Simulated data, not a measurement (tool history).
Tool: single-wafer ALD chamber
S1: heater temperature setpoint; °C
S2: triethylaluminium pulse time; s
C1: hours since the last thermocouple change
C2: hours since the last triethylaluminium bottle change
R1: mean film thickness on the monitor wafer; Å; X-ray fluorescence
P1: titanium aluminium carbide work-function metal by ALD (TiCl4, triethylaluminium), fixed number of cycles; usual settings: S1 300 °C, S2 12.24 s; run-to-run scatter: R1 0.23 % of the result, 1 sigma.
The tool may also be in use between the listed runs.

{"run": 1, "hour": 7.9, "S1": 300, "S2": 12.24, "C1": 1400, "C2": 1230.5, "R1": 20.279}
{"run": 2, "hour": 17.2, "S1": 300, "S2": 17.25, "C1": 1409.3, "C2": 1239.8, "R1": 20.472}
{"run": 3, "hour": 32.4, "S1": 300, "S2": 12.24, "C1": 1424.5, "C2": 1255, "R1": 20.29}
{"hour": 39.2, "done": "triethylaluminium bottle replaced"}
{"run": 4, "hour": 41.0, "S1": 323, "S2": 12.24, "C1": 1433.1, "C2": 1.9, "R1": 22.307}
{"run": 5, "hour": 54.9, "S1": 300, "S2": 12.24, "C1": 1447, "C2": 15.8, "R1": 20.221}
{"run": 6, "hour": 66.0, "S1": 300, "S2": 6.95, "C1": 1458.1, "C2": 26.9, "R1": 18.702}
{"run": 7, "hour": 76.8, "S1": 300, "S2": 12.24, "C1": 1468.9, "C2": 37.7, "R1": 20.218}
{"run": 8, "hour": 86.4, "S1": 300, "S2": 12.24, "C1": 1478.5, "C2": 47.3, "R1": 20.275}
{"run": 9, "hour": 98.7, "S1": 323, "S2": 4.6, "C1": 1490.8, "C2": 59.6, "R1": 17.902}
{"run": 10, "hour": 113.8, "S1": 277, "S2": 12.24, "C1": 1505.9, "C2": 74.7, "R1": 18.236}

The next listed run, before its measurement:
{"run": 11, "hour": 122.8, "S1": 300, "S2": 12.24, "C1": 1514.9, "C2": 83.7, "R1": "?"}

Run 11 gave R1 20.299 Å.

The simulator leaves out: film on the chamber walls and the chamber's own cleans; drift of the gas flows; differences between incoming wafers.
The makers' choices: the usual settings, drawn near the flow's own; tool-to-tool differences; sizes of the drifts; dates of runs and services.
